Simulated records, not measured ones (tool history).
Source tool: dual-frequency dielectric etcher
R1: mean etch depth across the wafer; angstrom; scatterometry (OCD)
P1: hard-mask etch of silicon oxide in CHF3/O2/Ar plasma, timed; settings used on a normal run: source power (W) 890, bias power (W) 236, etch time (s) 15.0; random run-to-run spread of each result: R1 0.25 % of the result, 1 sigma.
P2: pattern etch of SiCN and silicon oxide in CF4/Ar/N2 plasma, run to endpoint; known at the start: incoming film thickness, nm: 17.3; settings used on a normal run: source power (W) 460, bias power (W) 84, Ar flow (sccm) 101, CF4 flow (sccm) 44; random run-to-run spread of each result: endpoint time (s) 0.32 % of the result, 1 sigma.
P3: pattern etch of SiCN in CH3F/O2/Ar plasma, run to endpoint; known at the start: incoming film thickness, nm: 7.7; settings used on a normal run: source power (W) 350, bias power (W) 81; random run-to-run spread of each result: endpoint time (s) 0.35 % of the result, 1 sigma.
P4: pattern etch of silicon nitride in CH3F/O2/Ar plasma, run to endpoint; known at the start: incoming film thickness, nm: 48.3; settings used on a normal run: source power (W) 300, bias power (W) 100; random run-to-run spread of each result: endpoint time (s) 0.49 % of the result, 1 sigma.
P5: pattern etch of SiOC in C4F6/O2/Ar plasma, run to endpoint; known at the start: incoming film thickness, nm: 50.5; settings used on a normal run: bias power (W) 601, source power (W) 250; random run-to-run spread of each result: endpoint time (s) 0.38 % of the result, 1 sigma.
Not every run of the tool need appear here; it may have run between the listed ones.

{"run": 1, "hour": 9.5, "process that ran": "P1", "source power (W)": 890, "bias power (W)": 236, "etch time (s)": 15.0, "R1": 353.51}
{"run": 2, "hour": 26.8, "process that ran": "P3", "source power (W)": 350, "bias power (W)": 81, "endpoint time (s)": 20.623}
{"run": 3, "hour": 42.0, "process that ran": "P3", "source power (W)": 350, "bias power (W)": 81, "endpoint time (s)": 20.574}
{"run": 4, "hour": 56.8, "process that ran": "P2", "source power (W)": 560, "bias power (W)": 84, "Ar flow (sccm)": 101, "CF4 flow (sccm)": 44, "endpoint time (s)": 17.223}
{"run": 5, "hour": 64.7, "process that ran": "P1", "source power (W)": 890, "bias power (W)": 236, "etch time (s)": 15.0, "R1": 354.38}
{"run": 6, "hour": 76.9, "process that ran": "P1", "source power (W)": 890, "bias power (W)": 302, "etch time (s)": 15.0, "R1": 387.18}
{"run": 7, "hour": 88.1, "process that ran": "P1", "source power (W)": 590, "bias power (W)": 236, "etch time (s)": 15.0, "R1": 303.11}
{"hour": 90.7, "done": "wet clean of the chamber"}
{"run": 8, "hour": 99.4, "process that ran": "P1", "source power (W)": 890, "bias power (W)": 236, "etch time (s)": 19.5, "R1": 460.32}
{"run": 9, "hour": 116.4, "process that ran": "P1", "source power (W)": 1150, "bias power (W)": 236, "etch time (s)": 15.0, "R1": 390.85}
{"run": 10, "hour": 124.2, "process that ran": "P3", "source power (W)": 490, "bias power (W)": 81, "endpoint time (s)": 18.069}
{"run": 11, "hour": 133.9, "process that ran": "P4", "source power (W)": 300, "bias power (W)": 100, "endpoint time (s)": 68.552}
{"run": 12, "hour": 150.3, "process that ran": "P2", "source power (W)": 460, "bias power (W)": 84, "Ar flow (sccm)": 63, "CF4 flow (sccm)": 44, "endpoint time (s)": 19.038}
{"run": 13, "hour": 161.1, "process that ran": "P5", "source power (W)": 200, "bias power (W)": 601, "endpoint time (s)": 20.068}
{"run": 14, "hour": 173.1, "process that ran": "P5", "source power (W)": 250, "bias power (W)": 601, "endpoint time (s)": 18.564}
{"run": 15, "hour": 186.8, "process that ran": "P2", "source power (W)": 460, "bias power (W)": 84, "Ar flow (sccm)": 101, "CF4 flow (sccm)": 26, "endpoint time (s)": 22.199}
{"run": 16, "hour": 199.9, "process that ran": "P1", "source power (W)": 890, "bias power (W)": 236, "etch time (s)": 15.0, "R1": 354.73}
{"run": 17, "hour": 212.8, "process that ran": "P1", "source power (W)": 890, "bias power (W)": 181, "etch time (s)": 15.0, "R1": 324.0}
{"run": 18, "hour": 227.5, "process that ran": "P4", "source power (W)": 300, "bias power (W)": 142, "endpoint time (s)": 60.171}
{"run": 19, "hour": 235.2, "process that ran": "P2", "source power (W)": 460, "bias power (W)": 111, "Ar flow (sccm)": 101, "CF4 flow (sccm)": 44, "endpoint time (s)": 18.294}
{"run": 20, "hour": 251.8, "process that ran": "P2", "source power (W)": 460, "bias power (W)": 84, "Ar flow (sccm)": 101, "CF4 flow (sccm)": 44, "endpoint time (s)": 20.386}
{"run": 21, "hour": 264.8, "process that ran": "P3", "source power (W)": 350, "bias power (W)": 112, "endpoint time (s)": 18.263}
{"run": 22, "hour": 276.4, "process that ran": "P1", "source power (W)": 890, "bias power (W)": 236, "etch time (s)": 15.0, "R1": 354.39}
{"run": 23, "hour": 291.9, "process that ran": "P1", "source power (W)": 890, "bias power (W)": 236, "etch time (s)": 15.0, "R1": 354.07}
{"run": 24, "hour": 300.6, "process that ran": "P4", "source power (W)": 360, "bias power (W)": 100, "endpoint time (s)": 64.386}
{"run": 25, "hour": 318.2, "process that ran": "P5", "source power (W)": 250, "bias power (W)": 769, "endpoint time (s)": 16.807}
{"run": 26, "hour": 326.9, "process that ran": "P1", "source power (W)": 890, "bias power (W)": 148, "etch time (s)": 12.0, "R1": 243.47}
{"run": 27, "hour": 343.4, "process that ran": "P1", "source power (W)": 890, "bias power (W)": 236, "etch time (s)": 15.0, "R1": 354.66}
{"run": 28, "hour": 360.5, "process that ran": "P1", "source power (W)": 890, "bias power (W)": 236, "etch time (s)": 15.0, "R1": 354.52}
{"run": 29, "hour": 372.2, "process that ran": "P1", "source power (W)": 890, "bias power (W)": 236, "etch time (s)": 11.5, "R1": 273.05}
{"run": 30, "hour": 381.6, "process that ran": "P1", "source power (W)": 890, "bias power (W)": 236, "etch time (s)": 15.0, "R1": 353.39}
{"run": 31, "hour": 396.4, "process that ran": "P1", "source power (W)": 890, "bias power (W)": 236, "etch time (s)": 15.0, "R1": 353.0}
{"run": 32, "hour": 408.6, "process that ran": "P1", "source power (W)": 890, "bias power (W)": 236, "etch time (s)": 15.0, "R1": 350.25}
{"run": 33, "hour": 419.9, "process that ran": "P1", "source power (W)": 890, "bias power (W)": 236, "etch time (s)": 15.0, "R1": 349.28}
{"hour": 432.3, "done": "wet clean of the chamber"}
{"run": 34, "hour": 433.0, "process that ran": "P1", "source power (W)": 890, "bias power (W)": 236, "etch time (s)": 15.0, "R1": 348.74}
{"run": 35, "hour": 446.5, "process that ran": "P1", "source power (W)": 890, "bias power (W)": 236, "etch time (s)": 15.0, "R1": 350.11}
{"run": 36, "hour": 456.1, "process that ran": "P1", "source power (W)": 890, "bias power (W)": 236, "etch time (s)": 15.0, "R1": 349.83}
{"run": 37, "hour": 471.9, "process that ran": "P1", "source power (W)": 890, "bias power (W)": 236, "etch time (s)": 15.0, "R1": 349.57}
{"run": 38, "hour": 484.9, "process that ran": "P1", "source power (W)": 890, "bias power (W)": 236, "etch time (s)": 15.0, "R1": 348.46}

P1 no longer gives what it gave before; its output has crept away from where it was. The following 2 causes, each at its listed size, fit the log equally well:
A: source power that arrives under what is set, % = 4.36
B: bias power that arrives under what is set, % = 4.8
Onset of the creep was near hour 381.6.
All other causes, with the reason each is excluded:
chamber walls in a state that lowers the etch rate, %: work on it at hour 432.3, done after the drift set in, did not restore what the process gave before

The list below offers 4 check runs, each averaging the results of 2 wafers, and shows each result as a question mark. For which of them would the listed causes give clearly different results?
{"run": "check 1", "hour": 497.9, "process that ran": "P3", "source power (W)": 350, "bias power (W)": 81, "endpoint time (s)": "?"}
{"run": "check 2", "hour": 497.9, "process that ran": "P5", "source power (W)": 250, "bias power (W)": 601, "endpoint time (s)": "?"}
{"run": "check 3", "hour": 497.9, "process that ran": "P2", "source power (W)": 460, "bias power (W)": 84, "Ar flow (sccm)": 101, "CF4 flow (sccm)": 44, "endpoint time (s)": "?"}
{"run": "check 4", "hour": 497.9, "process that ran": "P4", "source power (W)": 300, "bias power (W)": 100, "endpoint time (s)": "?"}

Predicted outcomes, by check and by cause:
check=check_1 result=endpoint_time_(s) if_A=20.959 if_B=20.987
check=check_2 result=endpoint_time_(s) if_A=18.896 if_B=18.953
check=check_3 result=endpoint_time_(s) if_A=21.195 if_B=20.765
check=check_4 result=endpoint_time_(s) if_A=69.913 if_B=70.039
Gap, in per cent, between the two causes that each check separates least, read from the result that separates them most: check 1 0.13 %; check 2 0.3 %; check 3 2.05 %; check 4 0.18 %
Only in check 3 would the causes give clearly different results; in the remaining checks their results would be nearly the same.

With check 3 done, the readings were: endpoint time (s) 20.802. Identify which of the listed causes applies.

B is the cause: bias power that arrives under what is set, %.
